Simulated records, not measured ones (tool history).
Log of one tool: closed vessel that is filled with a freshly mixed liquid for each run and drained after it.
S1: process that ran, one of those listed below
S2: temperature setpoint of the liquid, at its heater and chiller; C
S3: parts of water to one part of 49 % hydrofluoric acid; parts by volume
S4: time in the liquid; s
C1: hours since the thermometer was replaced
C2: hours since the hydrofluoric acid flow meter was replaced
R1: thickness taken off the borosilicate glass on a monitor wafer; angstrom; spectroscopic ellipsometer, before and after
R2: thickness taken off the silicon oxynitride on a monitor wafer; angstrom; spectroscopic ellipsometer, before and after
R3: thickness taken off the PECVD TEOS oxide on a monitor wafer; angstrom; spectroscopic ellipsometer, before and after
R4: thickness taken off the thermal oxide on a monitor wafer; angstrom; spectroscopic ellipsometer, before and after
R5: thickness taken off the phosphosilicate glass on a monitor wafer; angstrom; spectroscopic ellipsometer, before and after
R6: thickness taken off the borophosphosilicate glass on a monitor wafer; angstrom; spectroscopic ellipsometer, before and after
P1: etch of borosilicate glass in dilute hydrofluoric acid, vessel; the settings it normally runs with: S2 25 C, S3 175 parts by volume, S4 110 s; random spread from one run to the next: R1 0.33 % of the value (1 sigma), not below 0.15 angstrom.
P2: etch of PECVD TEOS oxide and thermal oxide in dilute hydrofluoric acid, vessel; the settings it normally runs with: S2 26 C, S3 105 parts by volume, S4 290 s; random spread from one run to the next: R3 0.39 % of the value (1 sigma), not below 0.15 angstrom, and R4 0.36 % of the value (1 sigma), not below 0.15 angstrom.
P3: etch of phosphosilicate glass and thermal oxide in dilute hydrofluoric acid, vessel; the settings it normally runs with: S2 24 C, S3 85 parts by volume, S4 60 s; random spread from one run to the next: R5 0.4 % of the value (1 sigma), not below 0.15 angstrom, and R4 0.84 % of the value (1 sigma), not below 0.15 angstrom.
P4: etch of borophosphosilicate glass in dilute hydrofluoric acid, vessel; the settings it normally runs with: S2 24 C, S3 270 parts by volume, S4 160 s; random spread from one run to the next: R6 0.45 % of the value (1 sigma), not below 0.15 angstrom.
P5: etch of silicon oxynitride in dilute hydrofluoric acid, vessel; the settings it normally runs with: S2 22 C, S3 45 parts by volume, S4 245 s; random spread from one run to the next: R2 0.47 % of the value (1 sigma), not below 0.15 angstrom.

run   hour  S1    S2   S3   S4      C1     C2      R1      R2      R3      R4      R5      R6
  1   16.5  P1    25  175  110  1764.5  208.1  197.76
  2   24.8  P5  26.5   45  245  1772.8  216.4          103.33
  3   32.6  P1    25  175  110  1780.6  224.2  197.02
  4   48.4  P1    25  175  110  1796.4    240  196.29
  5   61.6  P1    25  175  110  1809.6  253.2   196.7
  6     70  P5    22   45   30    1818  261.6          10.171
  7   86.7  P2  33.5  105  290  1834.7  278.3                  607.54   174.3
  8   94.6  P1    25  175  110  1842.6  286.2  196.66
  9  105.7  P3    24   85   30  1853.7  297.3                          16.448  577.78
 10  114.9  P1    25  175  175  1862.9  306.5  314.77
 11  126.2  P4    24  445  160  1874.2  317.8                                           140.8
 12    141  P1    25  325  110    1889  332.6  90.234
 13  156.4  P1    31  175  110  1904.4    348  244.16
 14  172.9  P1    25  175  110  1920.9  364.5  196.21
 15  183.7  P3    24   85   60  1931.7  375.3                          32.499  1157.4
 16  192.3  P5    22   75  245  1940.3  383.9          48.464
 17  209.6  P3    24  150   60  1957.6  401.2                          17.141  608.93
 18  224.1  P4    17  270  160  1972.1  415.7                                          208.64
 19  232.8  P2    26  105  480  1980.8  424.4                   761.8   217.9
 20    247  P2    26   50  290    1995  438.6                  1039.8  297.22
 21  259.2  P3    32   85   60  2007.2  450.8                          45.399  1588.3
 22    276  P2    26  105  290    2024  467.6                  459.13  132.54
 23    290  P4    24  270  315    2038  481.6                                          532.19
 24  299.2  P3    24   85   60  2047.2  490.8                          33.229  1159.5
 25  312.8  P1  18.5  175  110  2060.8  504.4  152.47
 26  327.6  P1    25  175  110  2075.6  519.2  197.85
 27  337.1  P4    24  270  160  2085.1  528.7                                          272.16
 28  347.3  P1    25   50  110  2095.3  538.9  802.78
 29  356.4  P1    25  245  190  2104.4    548  224.54
 30  372.3  P5    22   45  245  2120.3  563.9          82.956
 31  381.6  P1    25  175   55  2129.6  573.2  98.257
 32  395.1  P1    25  175  110  2143.1  586.7  196.77
 33  411.8  P1    25  175  110  2159.8  603.4  190.27
 34  428.4  P1    25  175  110  2176.4    620   186.6
 35  441.1  P1    25  175  110  2189.1  632.7  184.72
 36  453.4  P1    25  175  110  2201.4    645  184.59
 37  462.1  P1    25  175  110  2210.1  653.7  183.81
 38  469.7  P1    25  175  110  2217.7  661.3  184.35
 39  482.6  P1    25  175  110  2230.6  674.2  183.84

P1 has crept away from where it was. The log is fitted equally well by each of these 2 causes, at the sizes shown:
A: hydrofluoric acid flow below the setpoint (%) = 5.8
B: liquid colder than its thermometer reads (K) = 1.92
Creep in the process output first set in at about hour 395.1.

Of the 4 check runs below, each run on 2 wafers with the results averaged and each result still a question mark, which one would tell the listed causes apart?
check 1  495.5  P2  32.5  105  410                   ?   ?
check 2  495.5  P3    24  140   30                       ?   ?
check 3  495.5  P5    22   70  245               ?
check 4  495.5  P4    17  270  305                               ?

What every check run would give for each of its results, assuming each possible cause in turn:
  check  result    if A    if B
check 1      R3  773.26  772.18
check 1      R4  222.36  222.05
check 2      R4   8.724   8.681
check 2      R5  308.41  306.89
check 3      R2  49.179  47.652
check 4      R6  370.85  370.56
Smallest distance between any two causes, each pair judged by its most separating result, in per cent: check 1 0.14 %; check 2 0.49 %; check 3 3.16 %; check 4 0.08 %
Check 3 tells the causes apart: in the others they would give nearly the same result.

Check 3 was carried out, with these results: R2 47.91 angstrom. Which of the listed causes is responsible?

Of the candidate causes, it is B: liquid colder than its thermometer reads (K).
